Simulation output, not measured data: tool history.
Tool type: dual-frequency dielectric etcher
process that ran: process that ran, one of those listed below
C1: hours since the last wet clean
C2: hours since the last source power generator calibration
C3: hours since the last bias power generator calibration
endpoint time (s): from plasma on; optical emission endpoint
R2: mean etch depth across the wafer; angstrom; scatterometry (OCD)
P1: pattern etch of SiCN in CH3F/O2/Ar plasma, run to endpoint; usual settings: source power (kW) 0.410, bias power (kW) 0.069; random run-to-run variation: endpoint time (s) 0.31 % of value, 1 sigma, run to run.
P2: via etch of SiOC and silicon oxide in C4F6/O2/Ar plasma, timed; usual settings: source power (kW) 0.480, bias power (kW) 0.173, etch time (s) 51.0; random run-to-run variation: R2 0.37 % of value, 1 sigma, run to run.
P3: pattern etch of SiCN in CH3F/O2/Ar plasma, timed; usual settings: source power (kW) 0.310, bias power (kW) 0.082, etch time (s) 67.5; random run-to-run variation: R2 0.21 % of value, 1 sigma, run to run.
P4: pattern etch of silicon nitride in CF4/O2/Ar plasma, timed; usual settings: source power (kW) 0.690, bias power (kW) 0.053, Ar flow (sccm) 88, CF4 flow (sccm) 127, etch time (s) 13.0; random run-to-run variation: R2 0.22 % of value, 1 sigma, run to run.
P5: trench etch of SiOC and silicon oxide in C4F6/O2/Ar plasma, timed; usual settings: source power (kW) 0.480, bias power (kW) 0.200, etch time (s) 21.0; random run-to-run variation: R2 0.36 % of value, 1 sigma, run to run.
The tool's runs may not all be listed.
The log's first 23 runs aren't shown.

run 24 day=9.100 | process_that_ran=P4 source_power_(kW)=0.690 bias_power_(kW)=0.053 etch_time_(s)=13.0 Ar_flow_(sccm)=88 CF4_flow_(sccm)=127 | C1=95.6 C2=1205.8 C3=162.0 | R2=340.63
run 25 day=9.525 | process_that_ran=P2 source_power_(kW)=0.480 bias_power_(kW)=0.239 etch_time_(s)=51.0 | C1=105.8 C2=1216.0 C3=172.2 | R2=695.60
run 26 day=10.008 | process_that_ran=P5 source_power_(kW)=0.480 bias_power_(kW)=0.200 etch_time_(s)=12.5 | C1=117.4 C2=1227.6 C3=183.8 | R2=278.58
run 27 day=10.292 | process_that_ran=P4 source_power_(kW)=0.690 bias_power_(kW)=0.053 etch_time_(s)=13.0 Ar_flow_(sccm)=88 CF4_flow_(sccm)=171 | C1=124.2 C2=1234.4 C3=190.6 | R2=350.89
run 28 day=10.562 | process_that_ran=P4 source_power_(kW)=0.690 bias_power_(kW)=0.075 etch_time_(s)=13.0 Ar_flow_(sccm)=88 CF4_flow_(sccm)=127 | C1=130.7 C2=1240.9 C3=197.1 | R2=387.70
run 29 day=11.046 | process_that_ran=P3 source_power_(kW)=0.310 bias_power_(kW)=0.049 etch_time_(s)=67.5 | C1=142.3 C2=1252.5 C3=208.7 | R2=202.84
run 30 day=11.421 | process_that_ran=P2 source_power_(kW)=0.480 bias_power_(kW)=0.173 etch_time_(s)=51.0 | C1=151.3 C2=1261.5 C3=217.7 | R2=624.61
run 31 day=11.683 | process_that_ran=P3 source_power_(kW)=0.310 bias_power_(kW)=0.082 etch_time_(s)=37.0 | C1=157.6 C2=1267.8 C3=224.0 | R2=132.90

Predict the results of run 32:
run 32 day=12.225 | process_that_ran=P1 source_power_(kW)=0.410 bias_power_(kW)=0.069 | C1=170.6 C2=1280.8 C3=237.0 | endpoint_time_(s)=?

endpoint time (s): 17.586
